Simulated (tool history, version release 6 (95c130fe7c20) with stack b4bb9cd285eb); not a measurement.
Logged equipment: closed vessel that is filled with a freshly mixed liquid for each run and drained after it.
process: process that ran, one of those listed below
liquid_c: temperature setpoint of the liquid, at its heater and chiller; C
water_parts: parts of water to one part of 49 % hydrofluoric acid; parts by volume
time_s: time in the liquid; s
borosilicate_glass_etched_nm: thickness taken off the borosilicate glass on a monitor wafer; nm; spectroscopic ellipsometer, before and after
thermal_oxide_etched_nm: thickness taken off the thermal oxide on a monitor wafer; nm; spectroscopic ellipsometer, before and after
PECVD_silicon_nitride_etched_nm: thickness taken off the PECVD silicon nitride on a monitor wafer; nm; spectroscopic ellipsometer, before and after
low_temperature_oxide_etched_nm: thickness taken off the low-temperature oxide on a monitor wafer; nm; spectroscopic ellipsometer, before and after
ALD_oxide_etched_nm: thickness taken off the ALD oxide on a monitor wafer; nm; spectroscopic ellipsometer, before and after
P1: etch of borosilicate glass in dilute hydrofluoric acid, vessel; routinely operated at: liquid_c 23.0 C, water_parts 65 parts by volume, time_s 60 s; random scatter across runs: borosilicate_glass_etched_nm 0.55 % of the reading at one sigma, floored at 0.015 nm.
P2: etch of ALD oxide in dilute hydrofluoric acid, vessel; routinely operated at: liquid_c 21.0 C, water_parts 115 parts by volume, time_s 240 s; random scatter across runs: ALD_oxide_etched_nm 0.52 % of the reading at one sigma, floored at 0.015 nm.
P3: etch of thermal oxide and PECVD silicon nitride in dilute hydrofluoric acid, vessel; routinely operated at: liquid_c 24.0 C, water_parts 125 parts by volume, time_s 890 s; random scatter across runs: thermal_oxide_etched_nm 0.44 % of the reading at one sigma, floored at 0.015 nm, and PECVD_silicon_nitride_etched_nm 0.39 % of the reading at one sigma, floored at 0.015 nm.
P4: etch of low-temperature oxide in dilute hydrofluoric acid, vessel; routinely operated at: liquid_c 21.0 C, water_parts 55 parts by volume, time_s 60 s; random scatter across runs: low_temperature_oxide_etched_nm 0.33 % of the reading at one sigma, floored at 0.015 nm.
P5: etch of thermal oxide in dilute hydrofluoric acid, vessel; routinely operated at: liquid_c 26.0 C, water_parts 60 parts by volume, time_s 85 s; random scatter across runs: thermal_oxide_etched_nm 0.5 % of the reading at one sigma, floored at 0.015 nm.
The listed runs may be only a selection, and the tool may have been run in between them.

run	day	process	liquid_c	water_parts	time_s	hours since the thermometer was replaced	hours since the hydrofluoric acid flow meter was replaced	borosilicate_glass_etched_nm	thermal_oxide_etched_nm	PECVD_silicon_nitride_etched_nm	low_temperature_oxide_etched_nm	ALD_oxide_etched_nm
1	0.471	P1	23.0	65	60	760.0	1512.2	26.2320				
2	0.958	P3	24.0	125	1565	771.7	1523.9		61.4060	37.522		
3	1.346	P4	21.0	55	60	781.0	1533.2				27.124	
4	1.629	P1	23.0	65	30	787.8	1540.0	13.3610				
5	2.008	P4	21.0	80	60	796.9	1549.1				18.048	
6	2.408	P5	32.0	60	85	806.5	1558.7		9.5516			
7	2.846	P4	17.0	55	60	817.0	1569.2				22.840	
8	3.375	P2	21.0	115	240	829.7	1581.9					57.670
9	3.871	P1	23.0	65	60	841.6	1593.8	26.3360				
10	4.321	P3	24.0	125	890	852.4	1604.6		35.1640	21.334		
11	4.842	P1	23.0	65	60	864.9	1617.1	26.7080				
12	5.346	P3	31.0	125	890	877.0	1629.2		45.5930	33.463		
13	5.754	P1	28.0	65	60	886.8	1639.0	32.0330				
14	6.312	P2	21.0	115	400	900.2	1652.4					96.128
15	6.767	P1	23.0	65	60	911.1	1663.3	26.5580				
16	7.042	P5	26.0	60	40	917.7	1669.9		3.5624			
17	7.312	P5	26.0	60	85	924.2	1676.4		7.4572			
18	7.783	P1	23.0	90	30	935.5	1687.7	9.2359				
19	8.238	P2	21.0	115	240	946.4	1698.6					57.879
20	8.658	P2	21.0	200	240	956.5	1708.7					30.506
21	9.108	P1	23.0	65	60	967.3	1719.5	26.2910				
22	9.538	P3	24.0	35	890	977.6	1729.8		140.3000	74.060		
23	10.138	P1	23.0	65	60	992.0	1744.2	26.4130				
24	10.750	P1	23.0	20	60	1006.7	1758.9	90.7150				
25	11.142	P3	24.0	125	890	1016.1	1768.3		35.1440	21.396		
26	11.517	P4	21.0	55	30	1025.1	1777.3				13.489	
27	12.112	P5	26.0	35	85	1039.4	1791.6		13.2650			
28	12.571	P2	17.0	115	240	1050.4	1802.6					48.978
29	12.988	P1	17.5	65	60	1060.4	1812.6	21.1810				
30	13.475	P4	21.0	55	60	1072.1	1824.3				26.996	
31	13.925	P1	23.0	65	95	1082.9	1835.1	41.7120				
32	14.475	P1	23.0	95	60	1096.1	1848.3	17.4700				
33	15.017	P1	23.0	65	60	1109.1	1861.3	26.2040				
34	15.417	P1	23.0	65	60	1118.7	1870.9	25.8560				
35	16.017	P1	23.0	65	60	1133.1	1885.3	25.1330				
36	16.362	P1	23.0	65	60	1141.4	1893.6	25.2570				
37	16.692	P1	23.0	65	60	1149.3	1901.5	25.1050				
38	17.279	P1	23.0	65	60	1163.4	1915.6	24.8660				
39	17.771	P1	23.0	65	60	1175.2	1927.4	24.5560				
40	18.383	P1	23.0	65	60	1189.9	1942.1	24.5670				

What P1 gives has crept away from where it was. These 2 causes fit the log equally well, each at the size given:
A: hydrofluoric acid flow below the setpoint (%) = 6.08
B: liquid colder than its thermometer reads (K) = 1.65
The onset of the drift is placed at about day 15.017.

Which of the 4 check runs listed below separates the causes, so that each cause would produce a clearly different result? Each run uses one wafer, and its results are marked with question marks.
check 1	18.996	P5	26.0	60	85				?			
check 2	18.996	P2	21.0	115	240							?
check 3	18.996	P4	21.0	55	60						?	
check 4	18.996	P3	24.0	125	890				?	?		

Check results expected under each cause:
check	result	if A	if B
check 1	thermal_oxide_etched_nm	7.0152	7.0240
check 2	ALD_oxide_etched_nm	53.904	54.118
check 3	low_temperature_oxide_etched_nm	25.282	25.215
check 4	thermal_oxide_etched_nm	32.5690	32.8150
check 4	PECVD_silicon_nitride_etched_nm	20.085	19.176
Minimum pairwise separation of causes per check, each pair taken at its best-separating result: check 1 0.12 %; check 2 0.4 %; check 3 0.27 %; check 4 4.63 %
Only in check 4 would the causes give clearly different results; in the remaining checks their results would be nearly the same.

After running check 4, the following was obtained: thermal_oxide_etched_nm 32.4040 nm; PECVD_silicon_nitride_etched_nm 20.154 nm. Which cause does this point to?

It is A: hydrofluoric acid flow below the setpoint (%).

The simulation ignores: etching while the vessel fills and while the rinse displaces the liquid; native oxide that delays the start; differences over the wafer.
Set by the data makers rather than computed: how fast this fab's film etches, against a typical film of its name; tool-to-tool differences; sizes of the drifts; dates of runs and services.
